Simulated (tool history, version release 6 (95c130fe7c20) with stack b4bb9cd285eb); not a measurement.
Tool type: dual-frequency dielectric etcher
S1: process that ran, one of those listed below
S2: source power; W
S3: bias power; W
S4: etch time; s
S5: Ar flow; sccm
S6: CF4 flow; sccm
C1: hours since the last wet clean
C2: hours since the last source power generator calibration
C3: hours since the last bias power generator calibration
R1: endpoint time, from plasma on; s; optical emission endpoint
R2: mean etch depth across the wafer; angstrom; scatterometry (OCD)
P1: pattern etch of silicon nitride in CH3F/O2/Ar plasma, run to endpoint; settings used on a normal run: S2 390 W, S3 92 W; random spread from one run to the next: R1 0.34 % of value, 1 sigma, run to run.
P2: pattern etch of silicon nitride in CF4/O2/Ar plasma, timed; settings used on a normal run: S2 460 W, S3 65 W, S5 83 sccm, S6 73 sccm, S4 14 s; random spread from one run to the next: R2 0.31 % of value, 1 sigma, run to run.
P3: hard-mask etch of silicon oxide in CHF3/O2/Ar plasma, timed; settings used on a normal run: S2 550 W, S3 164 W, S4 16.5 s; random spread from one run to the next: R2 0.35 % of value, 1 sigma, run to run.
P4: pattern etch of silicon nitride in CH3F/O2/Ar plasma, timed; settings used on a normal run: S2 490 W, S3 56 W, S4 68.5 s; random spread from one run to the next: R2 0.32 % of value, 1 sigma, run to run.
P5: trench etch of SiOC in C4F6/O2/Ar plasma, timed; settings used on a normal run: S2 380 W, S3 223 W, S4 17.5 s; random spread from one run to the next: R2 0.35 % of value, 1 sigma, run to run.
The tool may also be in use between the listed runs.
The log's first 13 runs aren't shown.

run 14 hour=172.9 | S1=P5 S2=260 S3=223 S4=17.5 | C1=107.3 C2=469.5 C3=2012 | R2=341.03
-- hour=186.8 bias power generator calibrated
run 15 hour=188.6 | S1=P4 S2=490 S3=38 S4=68.5 | C1=123 C2=485.2 C3=1.8 | R2=424.03
run 16 hour=199.8 | S1=P2 S2=460 S3=65 S4=14 S5=117 S6=73 | C1=134.2 C2=496.4 C3=13 | R2=249.28
run 17 hour=214.2 | S1=P1 S2=390 S3=92 | C1=148.6 C2=510.8 C3=27.4 | R1=61.914
run 18 hour=225.8 | S1=P4 S2=380 S3=56 S4=68.5 | C1=160.2 C2=522.4 C3=39 | R2=431.3
run 19 hour=238 | S1=P4 S2=490 S3=56 S4=68.5 | C1=172.4 C2=534.6 C3=51.2 | R2=475.88
run 20 hour=254 | S1=P2 S2=460 S3=53 S4=14 S5=83 S6=73 | C1=188.4 C2=550.6 C3=67.2 | R2=237.96
run 21 hour=268.2 | S1=P2 S2=460 S3=65 S4=10 S5=83 S6=73 | C1=202.6 C2=564.8 C3=81.4 | R2=185.38
run 22 hour=281.9 | S1=P2 S2=460 S3=65 S4=14 S5=83 S6=73 | C1=216.3 C2=578.5 C3=95.1 | R2=259.59
run 23 hour=294.5 | S1=P1 S2=390 S3=71 | C1=228.9 C2=591.1 C3=107.7 | R1=67.923
run 24 hour=307 | S1=P3 S2=660 S3=164 S4=16.5 | C1=241.4 C2=603.6 C3=120.2 | R2=327.7
run 25 hour=317.3 | S1=P2 S2=460 S3=65 S4=14 S5=83 S6=91 | C1=251.7 C2=613.9 C3=130.5 | R2=266
run 26 hour=332.9 | S1=P1 S2=480 S3=60 | C1=267.3 C2=629.5 C3=146.1 | R1=66.348
run 27 hour=344.6 | S1=P1 S2=390 S3=112 | C1=279 C2=641.2 C3=157.8 | R1=57.62
run 28 hour=356.2 | S1=P3 S2=550 S3=164 S4=16.5 | C1=290.6 C2=652.8 C3=169.4 | R2=304.34
run 29 hour=371.9 | S1=P3 S2=550 S3=209 S4=16.5 | C1=306.3 C2=668.5 C3=185.1 | R2=330.55
run 30 hour=385.7 | S1=P1 S2=390 S3=92 | C1=320.1 C2=682.3 C3=198.9 | R1=61.723
run 31 hour=400.8 | S1=P1 S2=390 S3=92 | C1=335.2 C2=697.4 C3=214 | R1=61.519
run 32 hour=410.1 | S1=P1 S2=390 S3=92 | C1=344.5 C2=706.7 C3=223.3 | R1=61.583
-- hour=424.3 wet clean of the chamber
run 33 hour=425.9 | S1=P1 S2=390 S3=92 | C1=1.7 C2=722.5 C3=239.1 | R1=61.594
run 34 hour=441.9 | S1=P1 S2=390 S3=92 | C1=17.7 C2=738.5 C3=255.1 | R1=61.153
run 35 hour=450.3 | S1=P1 S2=390 S3=92 | C1=26.1 C2=746.9 C3=263.5 | R1=61.134
run 36 hour=459.3 | S1=P1 S2=390 S3=92 | C1=35.1 C2=755.9 C3=272.5 | R1=60.734

Run 37, settings as shown, results not yet in. Your forecast:
run 37 hour=476 | S1=P1 S2=390 S3=92 | C1=51.8 C2=772.6 C3=289.2 | R1=?

R1: 61.003 s
